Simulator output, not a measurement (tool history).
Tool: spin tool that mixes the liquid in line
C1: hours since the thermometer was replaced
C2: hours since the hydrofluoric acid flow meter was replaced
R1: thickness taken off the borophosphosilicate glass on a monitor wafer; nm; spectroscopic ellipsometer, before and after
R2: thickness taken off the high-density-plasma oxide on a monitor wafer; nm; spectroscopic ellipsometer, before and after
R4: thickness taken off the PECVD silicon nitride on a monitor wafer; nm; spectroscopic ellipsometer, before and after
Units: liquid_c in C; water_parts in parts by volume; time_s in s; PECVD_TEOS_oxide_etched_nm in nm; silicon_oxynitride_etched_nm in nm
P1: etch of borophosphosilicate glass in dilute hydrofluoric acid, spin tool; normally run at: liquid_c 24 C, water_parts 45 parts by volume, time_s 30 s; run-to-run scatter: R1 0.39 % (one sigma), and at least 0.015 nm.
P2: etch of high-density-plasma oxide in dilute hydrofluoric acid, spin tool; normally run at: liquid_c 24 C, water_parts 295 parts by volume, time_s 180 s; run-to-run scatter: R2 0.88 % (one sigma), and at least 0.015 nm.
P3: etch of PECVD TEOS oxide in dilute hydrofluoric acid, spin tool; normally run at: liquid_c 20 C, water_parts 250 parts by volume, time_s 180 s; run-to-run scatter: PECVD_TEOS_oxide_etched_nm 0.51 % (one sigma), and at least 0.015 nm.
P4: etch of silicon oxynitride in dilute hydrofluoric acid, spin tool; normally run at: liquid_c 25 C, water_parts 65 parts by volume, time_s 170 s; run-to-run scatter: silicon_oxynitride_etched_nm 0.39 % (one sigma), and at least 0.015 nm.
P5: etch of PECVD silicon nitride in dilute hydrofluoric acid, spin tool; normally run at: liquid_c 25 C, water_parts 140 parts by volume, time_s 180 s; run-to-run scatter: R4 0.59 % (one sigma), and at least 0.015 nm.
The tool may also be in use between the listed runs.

Run 1, day 0.221: process P1, liquid_c 24 C, water_parts 45 parts by volume, time_s 30 s; C1 1513.2; C2 464.1. Result: R1 28.213 nm.
Run 2, day 0.512: process P2, liquid_c 24 C, water_parts 295 parts by volume, time_s 180 s; C1 1520.2; C2 471.1. Result: R2 2.3894 nm.
Run 3, day 0.908: process P1, liquid_c 24 C, water_parts 45 parts by volume, time_s 15 s; C1 1529.7; C2 480.6. Result: R1 14.1 nm.
Run 4, day 1.279: process P3, liquid_c 20 C, water_parts 250 parts by volume, time_s 180 s; C1 1538.6; C2 489.5. Result: PECVD_TEOS_oxide_etched_nm 6.6454 nm.
Run 5, day 1.612: process P1, liquid_c 24 C, water_parts 70 parts by volume, time_s 30 s; C1 1546.6; C2 497.5. Result: R1 17.545 nm.
Run 6, day 1.908: process P3, liquid_c 20 C, water_parts 250 parts by volume, time_s 180 s; C1 1553.7; C2 504.6. Result: PECVD_TEOS_oxide_etched_nm 6.6569 nm.
Run 7, day 2.233: process P5, liquid_c 19.5 C, water_parts 140 parts by volume, time_s 180 s; C1 1561.5; C2 512.4. Result: R4 2.9422 nm.
Run 8, day 2.512: process P4, liquid_c 25 C, water_parts 65 parts by volume, time_s 170 s; C1 1568.2; C2 519.1. Result: silicon_oxynitride_etched_nm 11.092 nm.
Run 9, day 2.867: process P3, liquid_c 20 C, water_parts 250 parts by volume, time_s 330 s; C1 1576.7; C2 527.6. Result: PECVD_TEOS_oxide_etched_nm 12.119 nm.
Run 10, day 3.075: process P1, liquid_c 30 C, water_parts 45 parts by volume, time_s 30 s; C1 1581.7; C2 532.6. Result: R1 36.006 nm.
Run 11, day 3.408: process P2, liquid_c 29 C, water_parts 295 parts by volume, time_s 180 s; C1 1589.7; C2 540.6. Result: R2 2.8492 nm.
Run 12, day 3.608: process P4, liquid_c 25 C, water_parts 100 parts by volume, time_s 170 s; C1 1594.5; C2 545.4. Result: silicon_oxynitride_etched_nm 6.949 nm.
Run 13, day 3.817: process P1, liquid_c 24 C, water_parts 45 parts by volume, time_s 30 s; C1 1599.5; C2 550.4. Result: R1 28.295 nm.
Run 14, day 4.129: process P3, liquid_c 27 C, water_parts 250 parts by volume, time_s 180 s; C1 1607; C2 557.9. Result: PECVD_TEOS_oxide_etched_nm 8.5194 nm.
Run 15, day 4.546: process P5, liquid_c 25 C, water_parts 140 parts by volume, time_s 180 s; C1 1617; C2 567.9. Result: R4 4.2088 nm.
Run 16, day 4.733: process P2, liquid_c 24 C, water_parts 295 parts by volume, time_s 35 s; C1 1621.5; C2 572.4. Result: R2 0.45727 nm.
Run 17, day 4.912: process P1, liquid_c 24 C, water_parts 45 parts by volume, time_s 30 s; C1 1625.8; C2 576.7. Result: R1 28.136 nm.
Run 18, day 5.258: process P1, liquid_c 17 C, water_parts 45 parts by volume, time_s 30 s; C1 1634.1; C2 585. Result: R1 21.114 nm.
Run 19, day 5.554: process P3, liquid_c 20 C, water_parts 40 parts by volume, time_s 180 s; C1 1641.2; C2 592.1. Result: PECVD_TEOS_oxide_etched_nm 52.099 nm.
Run 20, day 5.908: process P1, liquid_c 24 C, water_parts 45 parts by volume, time_s 30 s; C1 1649.7; C2 600.6. Result: R1 28.216 nm.
Run 21, day 6.2: process P5, liquid_c 25 C, water_parts 140 parts by volume, time_s 45 s; C1 1656.7; C2 607.6. Result: R4 1.0625 nm.
Run 22, day 6.579: process P1, liquid_c 24 C, water_parts 20 parts by volume, time_s 30 s; C1 1665.8; C2 616.7. Result: R1 65.809 nm.
Run 23, day 6.846: process P1, liquid_c 24 C, water_parts 45 parts by volume, time_s 30 s; C1 1672.2; C2 623.1. Result: R1 28.286 nm.
Run 24, day 7.108: process P1, liquid_c 29 C, water_parts 70 parts by volume, time_s 30 s; C1 1678.5; C2 629.4. Result: R1 21.44 nm.
Run 25, day 7.479: process P1, liquid_c 24 C, water_parts 45 parts by volume, time_s 60 s; C1 1687.4; C2 638.3. Result: R1 56.253 nm.
Run 26, day 7.796: process P2, liquid_c 24 C, water_parts 145 parts by volume, time_s 180 s; C1 1695; C2 645.9. Result: R2 5.7942 nm.
Run 27, day 7.979: process P1, liquid_c 30 C, water_parts 20 parts by volume, time_s 30 s; C1 1699.4; C2 650.3. Result: R1 83.838 nm.
Run 28, day 8.275: process P4, liquid_c 30 C, water_parts 65 parts by volume, time_s 170 s; C1 1706.5; C2 657.4. Result: silicon_oxynitride_etched_nm 13.983 nm.
Run 29, day 8.633: process P4, liquid_c 25 C, water_parts 65 parts by volume, time_s 20 s; C1 1715.1; C2 666. Result: silicon_oxynitride_etched_nm 1.3158 nm.
Run 30, day 8.867: process P5, liquid_c 25 C, water_parts 35 parts by volume, time_s 180 s; C1 1720.7; C2 671.6. Result: R4 16.282 nm.
Run 31, day 9.192: process P1, liquid_c 24 C, water_parts 45 parts by volume, time_s 30 s; C1 1728.5; C2 679.4. Result: R1 28.215 nm.
Run 32, day 9.55: process P1, liquid_c 24 C, water_parts 45 parts by volume, time_s 30 s; C1 1737.1; C2 688. Result: R1 29.182 nm.
Run 33, day 9.95: process P1, liquid_c 24 C, water_parts 45 parts by volume, time_s 30 s; C1 1746.7; C2 697.6. Result: R1 29.717 nm.
Run 34, day 10.233: process P1, liquid_c 24 C, water_parts 45 parts by volume, time_s 30 s; C1 1753.5; C2 704.4. Result: R1 29.867 nm.
Run 35, day 10.45: process P1, liquid_c 24 C, water_parts 45 parts by volume, time_s 30 s; C1 1758.7; C2 709.6. Result: R1 30.014 nm.
Run 36, day 10.829: process P1, liquid_c 24 C, water_parts 45 parts by volume, time_s 30 s; C1 1767.8; C2 718.7. Result: R1 30.061 nm.
Run 37, day 11.108: process P1, liquid_c 24 C, water_parts 45 parts by volume, time_s 30 s; C1 1774.5; C2 725.4. Result: R1 29.879 nm.

What P1 gives has crept away from where it was. These 2 causes fit the log equally well, each at the size given:
A: liquid hotter than its thermometer reads (K) = 1.45
B: hydrofluoric acid flow above the setpoint (%) = 5.77
The creep began at about day 9.192.

4 check runs are offered, each on 2 wafers whose results are averaged, their results left as question marks. Which one tells the causes apart?
Run check 1, day 11.388: process P3, liquid_c 25.5 C, water_parts 70 parts by volume, time_s 180 s. Result: PECVD_TEOS_oxide_etched_nm ?.
Run check 2, day 11.388: process P4, liquid_c 25 C, water_parts 65 parts by volume, time_s 25 s. Result: silicon_oxynitride_etched_nm ?.
Run check 3, day 11.388: process P2, liquid_c 24 C, water_parts 160 parts by volume, time_s 180 s. Result: R2 ?.
Run check 4, day 11.388: process P5, liquid_c 25 C, water_parts 85 parts by volume, time_s 180 s. Result: R4 ?.

What each check would give under each cause:
  check                        result    if A    if B
check 1    PECVD_TEOS_oxide_etched_nm  38.013  38.149
check 2  silicon_oxynitride_etched_nm  1.7443  1.7273
check 3                            R2  5.3779  5.4394
check 4                            R4  7.5282  7.2371
How far apart the two closest causes lie, in the result that separates them most: check 1 0.36 %; check 2 0.98 %; check 3 1.14 %; check 4 3.94 %
Only check 4 tells the causes apart: in the others they would give nearly the same result.

Check 4 was then run and gave: R4 7.2116 nm. Which cause is it?

It is B: hydrofluoric acid flow above the setpoint (%).
